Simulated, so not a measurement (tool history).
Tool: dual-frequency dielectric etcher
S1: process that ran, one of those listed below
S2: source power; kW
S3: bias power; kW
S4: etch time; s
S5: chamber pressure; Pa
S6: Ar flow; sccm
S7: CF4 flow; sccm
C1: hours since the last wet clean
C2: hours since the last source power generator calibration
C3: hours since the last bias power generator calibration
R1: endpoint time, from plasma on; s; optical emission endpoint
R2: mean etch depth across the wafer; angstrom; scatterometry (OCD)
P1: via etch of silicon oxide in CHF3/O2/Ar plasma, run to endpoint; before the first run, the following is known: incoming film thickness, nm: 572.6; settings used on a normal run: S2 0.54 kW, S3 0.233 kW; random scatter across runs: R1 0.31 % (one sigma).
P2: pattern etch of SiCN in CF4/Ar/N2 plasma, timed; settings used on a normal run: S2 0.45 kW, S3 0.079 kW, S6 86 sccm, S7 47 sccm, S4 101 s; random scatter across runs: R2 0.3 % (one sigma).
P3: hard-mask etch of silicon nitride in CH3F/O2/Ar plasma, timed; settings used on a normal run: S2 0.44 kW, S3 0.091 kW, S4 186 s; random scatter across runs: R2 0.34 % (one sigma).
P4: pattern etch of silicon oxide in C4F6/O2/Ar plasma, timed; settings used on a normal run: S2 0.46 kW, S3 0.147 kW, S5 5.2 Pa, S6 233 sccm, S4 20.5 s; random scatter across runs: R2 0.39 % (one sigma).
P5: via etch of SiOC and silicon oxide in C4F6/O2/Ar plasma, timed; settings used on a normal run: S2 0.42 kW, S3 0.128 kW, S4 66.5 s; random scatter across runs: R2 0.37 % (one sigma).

{"run": 1, "hour": 7.5, "S1": "P1", "S2": 0.54, "S3": 0.233, "C1": 170, "C2": 1168.5, "C3": 437.3, "R1": 281.48}
{"run": 2, "hour": 14.0, "S1": "P5", "S2": 0.56, "S3": 0.128, "S4": 66.5, "C1": 176.5, "C2": 1175, "C3": 443.8, "R2": 806.73}
{"run": 3, "hour": 24.6, "S1": "P4", "S2": 0.46, "S3": 0.188, "S4": 20.5, "S5": 5.2, "S6": 233, "C1": 187.1, "C2": 1185.6, "C3": 454.4, "R2": 697.34}
{"run": 4, "hour": 33.9, "S1": "P5", "S2": 0.42, "S3": 0.128, "S4": 42.5, "C1": 196.4, "C2": 1194.9, "C3": 463.7, "R2": 459.18}
{"run": 5, "hour": 42.7, "S1": "P2", "S2": 0.45, "S3": 0.079, "S4": 101, "S6": 86, "S7": 47, "C1": 205.2, "C2": 1203.7, "C3": 472.5, "R2": 862.23}
{"run": 6, "hour": 47.7, "S1": "P2", "S2": 0.55, "S3": 0.079, "S4": 101, "S6": 86, "S7": 47, "C1": 210.2, "C2": 1208.7, "C3": 477.5, "R2": 1022.1}
{"run": 7, "hour": 55.8, "S1": "P4", "S2": 0.46, "S3": 0.147, "S4": 20.5, "S5": 4.2, "S6": 233, "C1": 218.3, "C2": 1216.8, "C3": 485.6, "R2": 670.88}
{"run": 8, "hour": 62.9, "S1": "P5", "S2": 0.42, "S3": 0.128, "S4": 66.5, "C1": 225.4, "C2": 1223.9, "C3": 492.7, "R2": 720.77}
{"run": 9, "hour": 70.2, "S1": "P4", "S2": 0.55, "S3": 0.147, "S4": 20.5, "S5": 5.2, "S6": 233, "C1": 232.7, "C2": 1231.2, "C3": 500, "R2": 694.31}
{"run": 10, "hour": 80.1, "S1": "P3", "S2": 0.44, "S3": 0.091, "S4": 186, "C1": 242.6, "C2": 1241.1, "C3": 509.9, "R2": 1413.6}
{"run": 11, "hour": 88.0, "S1": "P1", "S2": 0.54, "S3": 0.286, "C1": 250.5, "C2": 1249, "C3": 517.8, "R1": 260.69}
{"run": 12, "hour": 94.3, "S1": "P1", "S2": 0.54, "S3": 0.233, "C1": 256.8, "C2": 1255.3, "C3": 524.1, "R1": 281.37}
{"run": 13, "hour": 99.6, "S1": "P5", "S2": 0.42, "S3": 0.128, "S4": 66.5, "C1": 262.1, "C2": 1260.6, "C3": 529.4, "R2": 721.43}
{"run": 14, "hour": 105.9, "S1": "P3", "S2": 0.44, "S3": 0.091, "S4": 186, "C1": 268.4, "C2": 1266.9, "C3": 535.7, "R2": 1421.9}
{"run": 15, "hour": 112.6, "S1": "P2", "S2": 0.45, "S3": 0.079, "S4": 101, "S6": 106, "S7": 47, "C1": 275.1, "C2": 1273.6, "C3": 542.4, "R2": 832.2}
{"run": 16, "hour": 123.4, "S1": "P1", "S2": 0.54, "S3": 0.233, "C1": 285.9, "C2": 1284.4, "C3": 553.2, "R1": 280.44}
{"run": 17, "hour": 132.3, "S1": "P2", "S2": 0.45, "S3": 0.079, "S4": 55.5, "S6": 86, "S7": 47, "C1": 294.8, "C2": 1293.3, "C3": 562.1, "R2": 471.99}
{"run": 18, "hour": 139.1, "S1": "P2", "S2": 0.45, "S3": 0.079, "S4": 101, "S6": 86, "S7": 32, "C1": 301.6, "C2": 1300.1, "C3": 568.9, "R2": 807.83}
{"run": 19, "hour": 145.8, "S1": "P4", "S2": 0.46, "S3": 0.147, "S4": 11.5, "S5": 5.2, "S6": 233, "C1": 308.3, "C2": 1306.8, "C3": 575.6, "R2": 366.29}
{"run": 20, "hour": 152.1, "S1": "P1", "S2": 0.54, "S3": 0.151, "C1": 314.6, "C2": 1313.1, "C3": 581.9, "R1": 326.11}
{"run": 21, "hour": 157.0, "S1": "P1", "S2": 0.54, "S3": 0.233, "C1": 319.5, "C2": 1318, "C3": 586.8, "R1": 280.48}
{"run": 22, "hour": 165.3, "S1": "P5", "S2": 0.42, "S3": 0.096, "S4": 66.5, "C1": 327.8, "C2": 1326.3, "C3": 595.1, "R2": 664.65}
{"run": 23, "hour": 170.7, "S1": "P1", "S2": 0.54, "S3": 0.233, "C1": 333.2, "C2": 1331.7, "C3": 600.5, "R1": 281.68}
{"run": 24, "hour": 180.7, "S1": "P1", "S2": 0.42, "S3": 0.233, "C1": 343.2, "C2": 1341.7, "C3": 610.5, "R1": 307.43}
{"run": 25, "hour": 188.7, "S1": "P3", "S2": 0.59, "S3": 0.091, "S4": 186, "C1": 351.2, "C2": 1349.7, "C3": 618.5, "R2": 1577.9}
{"run": 26, "hour": 198.4, "S1": "P2", "S2": 0.45, "S3": 0.102, "S4": 101, "S6": 86, "S7": 47, "C1": 360.9, "C2": 1359.4, "C3": 628.2, "R2": 946.41}
{"run": 27, "hour": 205.3, "S1": "P3", "S2": 0.44, "S3": 0.091, "S4": 107, "C1": 367.8, "C2": 1366.3, "C3": 635.1, "R2": 819.97}
{"run": 28, "hour": 214.6, "S1": "P1", "S2": 0.54, "S3": 0.233, "C1": 377.1, "C2": 1375.6, "C3": 644.4, "R1": 280.94}
{"run": 29, "hour": 224.5, "S1": "P2", "S2": 0.45, "S3": 0.079, "S4": 101, "S6": 86, "S7": 47, "C1": 387, "C2": 1385.5, "C3": 654.3, "R2": 863.61}
{"run": 30, "hour": 232.4, "S1": "P1", "S2": 0.69, "S3": 0.233, "C1": 394.9, "C2": 1393.4, "C3": 662.2, "R1": 256.11}
{"hour": 236.5, "done": "bias power generator calibrated"}
{"run": 31, "hour": 241.0, "S1": "P1", "S2": 0.34, "S3": 0.142, "C1": 403.5, "C2": 1402, "C3": 4.6, "R1": 397.36}
{"run": 32, "hour": 250.1, "S1": "P4", "S2": 0.46, "S3": 0.147, "S4": 20.5, "S5": 5.2, "S6": 233, "C1": 412.6, "C2": 1411.1, "C3": 13.7, "R2": 652.85}
{"run": 33, "hour": 257.8, "S1": "P4", "S2": 0.46, "S3": 0.147, "S4": 20.5, "S5": 5.2, "S6": 284, "C1": 420.3, "C2": 1418.8, "C3": 21.4, "R2": 636.84}
{"run": 34, "hour": 268.9, "S1": "P3", "S2": 0.44, "S3": 0.053, "S4": 186, "C1": 431.4, "C2": 1429.9, "C3": 32.5, "R2": 1175.7}
{"run": 35, "hour": 277.4, "S1": "P1", "S2": 0.36, "S3": 0.289, "C1": 439.9, "C2": 1438.4, "C3": 41, "R1": 302.11}

Forecast run 36:
{"run": 36, "hour": 282.7, "S1": "P1", "S2": 0.54, "S3": 0.233, "C1": 445.2, "C2": 1443.7, "C3": 46.3, "R1": "?"}

{"run 36": {"R1": 282.28}}

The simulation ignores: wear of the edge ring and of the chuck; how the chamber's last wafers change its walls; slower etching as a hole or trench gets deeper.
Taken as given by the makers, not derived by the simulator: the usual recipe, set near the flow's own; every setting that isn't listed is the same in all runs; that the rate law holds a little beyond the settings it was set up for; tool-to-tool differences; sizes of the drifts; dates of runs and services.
